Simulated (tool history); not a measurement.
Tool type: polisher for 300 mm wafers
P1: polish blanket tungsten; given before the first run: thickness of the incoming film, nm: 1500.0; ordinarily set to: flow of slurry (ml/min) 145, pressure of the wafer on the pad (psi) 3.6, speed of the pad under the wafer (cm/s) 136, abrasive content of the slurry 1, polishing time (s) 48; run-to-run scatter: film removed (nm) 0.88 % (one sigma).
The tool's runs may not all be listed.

| run | hour | flow of slurry (ml/min) | pressure of the wafer on the pad (psi) | speed of the pad under the wafer (cm/s) | abrasive content of the slurry | polishing time (s) | wafers polished on this pad | hours since the slurry nozzle was cleaned | hours since the head pressure was calibrated | hours since the slurry blender was calibrated | hours since the slurry got fresh peroxide | film removed (nm) |
|---|---|---|---|---|---|---|---|---|---|---|---|---|
| 1 | 6.4 | 145 | 3.6 | 136 | 1 | 48 | 241 | 230.5 | 155.5 | 72.2 | 63.2 | 271.97 |
| 2 | 15.6 | 145 | 5.4 | 190 | 1 | 48 | 322 | 239.7 | 164.7 | 81.4 | 72.4 | 565.65 |
| 3 | 29.7 | 145 | 3.6 | 136 | 1 | 48 | 446 | 253.8 | 178.8 | 95.5 | 86.5 | 271.94 |
| 4 | 41.7 | 145 | 3.6 | 210 | 1 | 48 | 552 | 265.8 | 190.8 | 107.5 | 98.5 | 416.56 |
| 5 | 51.3 | 145 | 3.6 | 136 | 1 | 62 | 636 | 275.4 | 200.4 | 117.1 | 108.1 | 347.39 |
| 6 | 58.2 | 145 | 3.6 | 136 | 1.5 | 48 | 697 | 282.3 | 207.3 | 124 | 115 | 294.37 |
| 7 | 69.8 | 145 | 3.6 | 136 | 1 | 48 | 799 | 293.9 | 218.9 | 135.6 | 126.6 | 268.42 |
| 8 | 76.3 | 145 | 3.6 | 136 | 1 | 48 | 856 | 300.4 | 225.4 | 142.1 | 133.1 | 270.76 |
| 9 | 90.4 | 185 | 3.6 | 136 | 1 | 48 | 980 | 314.5 | 239.5 | 156.2 | 147.2 | 276.53 |
| 10 | 98.8 | 145 | 3.6 | 66 | 1 | 48 | 1054 | 322.9 | 247.9 | 164.6 | 155.6 | 129.94 |
| 11 | 108 | 145 | 3.6 | 136 | 1 | 48 | 1135 | 332.1 | 257.1 | 173.8 | 164.8 | 269.28 |
| 12 | 119.7 | 145 | 2.6 | 136 | 1 | 48 | 1238 | 343.8 | 268.8 | 185.5 | 176.5 | 194.59 |
| 13 | 126.7 | 145 | 3.6 | 188 | 0.75 | 48 | 1299 | 350.8 | 275.8 | 192.5 | 183.5 | 347.48 |
| 14 | 134.1 | 145 | 5.7 | 136 | 1 | 48 | 1364 | 358.2 | 283.2 | 199.9 | 190.9 | 426.33 |
| 15 | 146.8 | 145 | 3.6 | 136 | 0.55 | 48 | 1476 | 370.9 | 295.9 | 212.6 | 203.6 | 236.11 |
| 16 | 158.2 | 85 | 3.6 | 136 | 1 | 48 | 1576 | 382.3 | 307.3 | 224 | 215 | 236.47 |
| 17 | 170.2 | 145 | 3.6 | 136 | 1 | 48 | 1682 | 394.3 | 319.3 | 236 | 227 | 270.88 |
| 18 | 179.7 | 145 | 3.6 | 136 | 1 | 30 | 1765 | 403.8 | 328.8 | 245.5 | 236.5 | 172.49 |
| 19 | 188.7 | 145 | 3.6 | 136 | 1 | 48 | 1844 | 412.8 | 337.8 | 254.5 | 245.5 | 269.74 |
| 20 | 198.5 | 145 | 3.6 | 136 | 1 | 48 | 1930 | 422.6 | 347.6 | 264.3 | 255.3 | 259.48 |

Run 21 has not been measured yet. What should we expect?
| 21 | 206.8 | 145 | 3.6 | 136 | 1 | 48 | 2003 | 430.9 | 355.9 | 272.6 | 263.6 | ? |

film removed (nm): 252.64
